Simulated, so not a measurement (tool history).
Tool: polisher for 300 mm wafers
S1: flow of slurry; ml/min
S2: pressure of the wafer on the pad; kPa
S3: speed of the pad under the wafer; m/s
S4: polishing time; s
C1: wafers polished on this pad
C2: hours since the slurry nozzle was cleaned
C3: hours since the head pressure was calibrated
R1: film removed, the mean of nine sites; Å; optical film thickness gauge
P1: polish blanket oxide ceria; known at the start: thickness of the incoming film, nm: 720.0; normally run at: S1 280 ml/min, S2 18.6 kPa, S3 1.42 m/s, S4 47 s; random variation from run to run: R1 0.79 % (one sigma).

| run | hour | S1 | S2 | S3 | S4 | C1 | C2 | C3 | R1 |
|---|---|---|---|---|---|---|---|---|---|
| 1 | 2.9 | 280 | 18.6 | 1.42 | 47 | 693 | 83.2 | 291.9 | 2475.4 |
| 2 | 7.0 | 280 | 18.6 | 2.08 | 47 | 740 | 87.3 | 296.0 | 3626.9 |
| 3 | 10.9 | 280 | 18.6 | 1.42 | 47 | 786 | 91.2 | 299.9 | 2450.5 |
| 4 | 13.2 | 170 | 18.6 | 1.42 | 47 | 813 | 93.5 | 302.2 | 2330.5 |
| 5 | 16.7 | 280 | 18.6 | 1.42 | 47 | 853 | 97.0 | 305.7 | 2471.0 |
| 6 | 20.4 | 280 | 18.6 | 1.42 | 47 | 897 | 100.7 | 309.4 | 2473.5 |
| 7 | 25.1 | 170 | 18.6 | 0.68 | 47 | 951 | 105.4 | 314.1 | 1105.4 |
| 8 | 28.0 | 280 | 9.0 | 1.42 | 47 | 985 | 108.3 | 317.0 | 1190.7 |
| 9 | 31.0 | 410 | 18.6 | 1.42 | 64 | 1020 | 111.3 | 320.0 | 3470.8 |
| 10 | 33.4 | 280 | 18.6 | 1.42 | 47 | 1048 | 113.7 | 322.4 | 2501.1 |
| 11 | 37.1 | 280 | 18.6 | 1.42 | 47 | 1091 | 117.4 | 326.1 | 2466.2 |
| 12 | 40.3 | 365 | 18.6 | 1.42 | 47 | 1129 | 120.6 | 329.3 | 2516.4 |
| 13 | 42.8 | 280 | 18.6 | 0.78 | 47 | 1158 | 123.1 | 331.8 | 1352.8 |
| 14 | 45.4 | 280 | 18.6 | 1.42 | 47 | 1188 | 125.7 | 334.4 | 2458.6 |
|  | 49.5 | head pressure recalibrated |
| 15 | 50.1 | 280 | 18.6 | 1.42 | 22 | 1243 | 130.4 | 0.7 | 1152.6 |
| 16 | 52.7 | 280 | 23.4 | 1.42 | 47 | 1273 | 133.0 | 3.3 | 3140.1 |
| 17 | 57.4 | 280 | 18.6 | 1.42 | 66 | 1328 | 137.7 | 8.0 | 3462.6 |
| 18 | 61.9 | 280 | 27.6 | 2.20 | 47 | 1381 | 142.2 | 12.5 | 5715.3 |
| 19 | 65.0 | 280 | 18.6 | 1.42 | 47 | 1417 | 145.3 | 15.6 | 2478.6 |
| 20 | 68.4 | 280 | 18.6 | 1.42 | 47 | 1456 | 148.7 | 19.0 | 2414.0 |
| 21 | 71.6 | 280 | 18.6 | 1.42 | 47 | 1494 | 151.9 | 22.2 | 2354.7 |
| 22 | 75.5 | 280 | 18.6 | 1.42 | 47 | 1539 | 155.8 | 26.1 | 2377.7 |
| 23 | 77.7 | 280 | 18.6 | 1.42 | 47 | 1565 | 158.0 | 28.3 | 2398.2 |
|  | 81.3 | worn pad replaced by a new one |
| 24 | 82.2 | 280 | 18.6 | 1.42 | 47 | 11 | 162.5 | 32.8 | 2347.0 |
| 25 | 84.8 | 280 | 18.6 | 1.42 | 47 | 41 | 165.1 | 35.4 | 2363.5 |
| 26 | 87.6 | 280 | 18.6 | 1.42 | 47 | 74 | 167.9 | 38.2 | 2353.0 |
| 27 | 91.0 | 280 | 18.6 | 1.42 | 47 | 113 | 171.3 | 41.6 | 2370.0 |

What P1 gives has crept away from where it was. These 2 causes fit the log equally well, each at the size given:
A: slurry flow missing at the pad, % = 30.8
B: head's pressure below its setpoint, % = 4.13
The creep began at about hour 65.0.
Why every other cause is out:
removal rate lost through wear of the pad, %: serviced at hour 81.3, which brought nothing back

4 check runs are offered, each on 5 wafers whose results are averaged, their results left as question marks. Which one tells the causes apart?
| check 1 | 94.4 | 170 | 18.6 | 2.00 | 47 |  |  |  | ? |
| check 2 | 94.4 | 280 | 18.6 | 2.06 | 25 |  |  |  | ? |
| check 3 | 94.4 | 280 | 9.0 | 1.42 | 38 |  |  |  | ? |
| check 4 | 94.4 | 280 | 10.3 | 1.42 | 65 |  |  |  | ? |

What each check would give under each cause:
| check | result | if A | if B |
|---|---|---|---|
| check 1 | R1 | 3051.20 | 3129.10 |
| check 2 | R1 | 1822.40 | 1822.60 |
| check 3 | R1 | 919.36 | 919.48 |
| check 4 | R1 | 1814.50 | 1814.80 |
How far apart the two closest causes lie, in the result that separates them most: check 1 2.52 %; check 2 0.01 %; check 3 0.01 %; check 4 0.01 %
Only check 1 tells the causes apart: in the others they would give nearly the same result.

Check 1 was then run and gave: R1 3147.10 Å. Which cause is it?

It is B: head's pressure below its setpoint, %.
